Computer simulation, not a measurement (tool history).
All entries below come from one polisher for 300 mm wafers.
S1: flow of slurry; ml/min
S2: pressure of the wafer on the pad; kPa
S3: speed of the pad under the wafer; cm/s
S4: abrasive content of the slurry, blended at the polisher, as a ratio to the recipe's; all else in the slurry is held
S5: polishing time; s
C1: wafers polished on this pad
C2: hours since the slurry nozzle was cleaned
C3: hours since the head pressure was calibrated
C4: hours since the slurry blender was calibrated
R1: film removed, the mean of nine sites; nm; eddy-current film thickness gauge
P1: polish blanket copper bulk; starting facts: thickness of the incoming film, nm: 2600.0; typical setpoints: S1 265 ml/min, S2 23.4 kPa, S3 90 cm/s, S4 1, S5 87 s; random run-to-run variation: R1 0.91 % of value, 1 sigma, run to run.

Run 1, hour 3.5: S1 265 ml/min, S2 23.4 kPa, S3 90 cm/s, S4 1, S5 87 s; C1 454; C2 550.8; C3 249.2; C4 121.4. Result: R1 727.29 nm.
Run 2, hour 8.7: S1 265 ml/min, S2 23.4 kPa, S3 90 cm/s, S4 1, S5 87 s; C1 503; C2 556; C3 254.4; C4 126.6. Result: R1 725.75 nm.
Run 3, hour 14.9: S1 265 ml/min, S2 23.4 kPa, S3 144 cm/s, S4 1, S5 87 s; C1 561; C2 562.2; C3 260.6; C4 132.8. Result: R1 1140.9 nm.
Run 4, hour 21.1: S1 265 ml/min, S2 35.2 kPa, S3 90 cm/s, S4 1, S5 87 s; C1 618; C2 568.4; C3 266.8; C4 139. Result: R1 1062 nm.
Run 5, hour 25.7: S1 160 ml/min, S2 23.4 kPa, S3 90 cm/s, S4 1, S5 47 s; C1 661; C2 573; C3 271.4; C4 143.6. Result: R1 365.75 nm.
Run 6, hour 29.4: S1 160 ml/min, S2 23.4 kPa, S3 90 cm/s, S4 1, S5 87 s; C1 696; C2 576.7; C3 275.1; C4 147.3. Result: R1 667.81 nm.
Run 7, hour 33.1: S1 185 ml/min, S2 23.4 kPa, S3 90 cm/s, S4 1.25, S5 87 s; C1 730; C2 580.4; C3 278.8; C4 151. Result: R1 717.6 nm.
At hour 35.8: head pressure recalibrated.
Run 8, hour 38.8: S1 265 ml/min, S2 23.4 kPa, S3 90 cm/s, S4 1.5, S5 87 s; C1 783; C2 586.1; C3 3; C4 156.7. Result: R1 770.82 nm.
At hour 39.5: slurry blender recalibrated.
Run 9, hour 43.8: S1 265 ml/min, S2 23.4 kPa, S3 90 cm/s, S4 1, S5 118 s; C1 830; C2 591.1; C3 8; C4 4.3. Result: R1 972.16 nm.
Run 10, hour 49.5: S1 265 ml/min, S2 23.4 kPa, S3 90 cm/s, S4 1, S5 43 s; C1 883; C2 596.8; C3 13.7; C4 10. Result: R1 352.31 nm.
Run 11, hour 52.9: S1 265 ml/min, S2 23.4 kPa, S3 90 cm/s, S4 1, S5 87 s; C1 914; C2 600.2; C3 17.1; C4 13.4. Result: R1 722.45 nm.
Run 12, hour 58.3: S1 265 ml/min, S2 23.4 kPa, S3 90 cm/s, S4 1, S5 87 s; C1 965; C2 605.6; C3 22.5; C4 18.8. Result: R1 731.41 nm.
Run 13, hour 64.5: S1 265 ml/min, S2 23.4 kPa, S3 90 cm/s, S4 0.55, S5 87 s; C1 1022; C2 611.8; C3 28.7; C4 25. Result: R1 626.92 nm.
Run 14, hour 70.7: S1 265 ml/min, S2 23.4 kPa, S3 46 cm/s, S4 1, S5 87 s; C1 1080; C2 618; C3 34.9; C4 31.2. Result: R1 365.42 nm.
Run 15, hour 76.7: S1 265 ml/min, S2 12.4 kPa, S3 90 cm/s, S4 1, S5 87 s; C1 1136; C2 624; C3 40.9; C4 37.2. Result: R1 383.08 nm.
Run 16, hour 81.2: S1 265 ml/min, S2 23.4 kPa, S3 90 cm/s, S4 1, S5 87 s; C1 1178; C2 628.5; C3 45.4; C4 41.7. Result: R1 715.67 nm.
Run 17, hour 85.8: S1 265 ml/min, S2 23.4 kPa, S3 90 cm/s, S4 1, S5 87 s; C1 1221; C2 633.1; C3 50; C4 46.3. Result: R1 729.34 nm.
Run 18, hour 90.7: S1 380 ml/min, S2 23.4 kPa, S3 90 cm/s, S4 1, S5 87 s; C1 1266; C2 638; C3 54.9; C4 51.2. Result: R1 729.82 nm.
Run 19, hour 93.9: S1 265 ml/min, S2 23.4 kPa, S3 90 cm/s, S4 1, S5 87 s; C1 1296; C2 641.2; C3 58.1; C4 54.4. Result: R1 719.31 nm.
Run 20, hour 97.6: S1 265 ml/min, S2 23.4 kPa, S3 90 cm/s, S4 1, S5 87 s; C1 1330; C2 644.9; C3 61.8; C4 58.1. Result: R1 701.75 nm.
Run 21, hour 100.8: S1 265 ml/min, S2 23.4 kPa, S3 90 cm/s, S4 1, S5 87 s; C1 1360; C2 648.1; C3 65; C4 61.3. Result: R1 703.55 nm.
Run 22, hour 105.2: S1 265 ml/min, S2 23.4 kPa, S3 90 cm/s, S4 1, S5 87 s; C1 1401; C2 652.5; C3 69.4; C4 65.7. Result: R1 695.74 nm.
Run 23, hour 111.4: S1 265 ml/min, S2 23.4 kPa, S3 90 cm/s, S4 1, S5 87 s; C1 1459; C2 658.7; C3 75.6; C4 71.9. Result: R1 680.88 nm.
At hour 115.6: head pressure recalibrated.
Run 24, hour 117.8: S1 265 ml/min, S2 23.4 kPa, S3 90 cm/s, S4 1, S5 87 s; C1 1518; C2 665.1; C3 2.2; C4 78.3. Result: R1 682.56 nm.
At hour 120.7: worn pad replaced by a new one.
Run 25, hour 123.9: S1 265 ml/min, S2 23.4 kPa, S3 90 cm/s, S4 1, S5 87 s; C1 29; C2 671.2; C3 8.3; C4 84.4. Result: R1 684.43 nm.
Run 26, hour 127.5: S1 265 ml/min, S2 23.4 kPa, S3 90 cm/s, S4 1, S5 87 s; C1 63; C2 674.8; C3 11.9; C4 88. Result: R1 670.14 nm.
Run 27, hour 131.8: S1 265 ml/min, S2 23.4 kPa, S3 90 cm/s, S4 1, S5 87 s; C1 103; C2 679.1; C3 16.2; C4 92.3. Result: R1 674.44 nm.

What P1 gives has crept off from where it sat before. The 2 causes that follow fit the log equally well, each at the size noted:
A: abrasive missing from the slurry, % = 26.4
B: slurry flow missing at the pad, % = 39.5
The drift started at roughly hour 93.9.
All other causes, with the reason each is excluded:
removal rate lost through wear of the pad, %: its service at hour 120.7 followed the start of the drift and did not put the process back to its old value
head's pressure below its setpoint, %: its service at hour 115.6 followed the start of the drift and did not put the process back to its old value

The 4 check runs listed below each average the results of 5 wafers, and their outcomes are marked with question marks. Under which run would the listed causes produce clearly different results?
Run check 1, hour 136.1: S1 165 ml/min, S2 23.4 kPa, S3 90 cm/s, S4 1, S5 87 s. Result: R1 ?.
Run check 2, hour 136.1: S1 265 ml/min, S2 23.4 kPa, S3 116 cm/s, S4 1, S5 87 s. Result: R1 ?.
Run check 3, hour 136.1: S1 265 ml/min, S2 29.6 kPa, S3 90 cm/s, S4 1, S5 87 s. Result: R1 ?.
Run check 4, hour 136.1: S1 265 ml/min, S2 12.4 kPa, S3 90 cm/s, S4 1, S5 87 s. Result: R1 ?.

Check results expected under each cause:
  check  result    if A    if B
check 1      R1  631.88  609.76
check 2      R1  864.79   864.7
check 3      R1  848.56  848.47
check 4      R1  355.21  355.17
Distance between the nearest two causes, measured in the result of the check that separates them most: check 1 3.56 %; check 2 0.01 %; check 3 0.01 %; check 4 0.01 %
Of the check runs offered, only check 1 discriminates between the causes; the rest would read about the same regardless of which cause applies.

Here is what check 1 returned: R1 610 nm. Which cause is it?

The correct cause is B, namely: slurry flow missing at the pad, %.

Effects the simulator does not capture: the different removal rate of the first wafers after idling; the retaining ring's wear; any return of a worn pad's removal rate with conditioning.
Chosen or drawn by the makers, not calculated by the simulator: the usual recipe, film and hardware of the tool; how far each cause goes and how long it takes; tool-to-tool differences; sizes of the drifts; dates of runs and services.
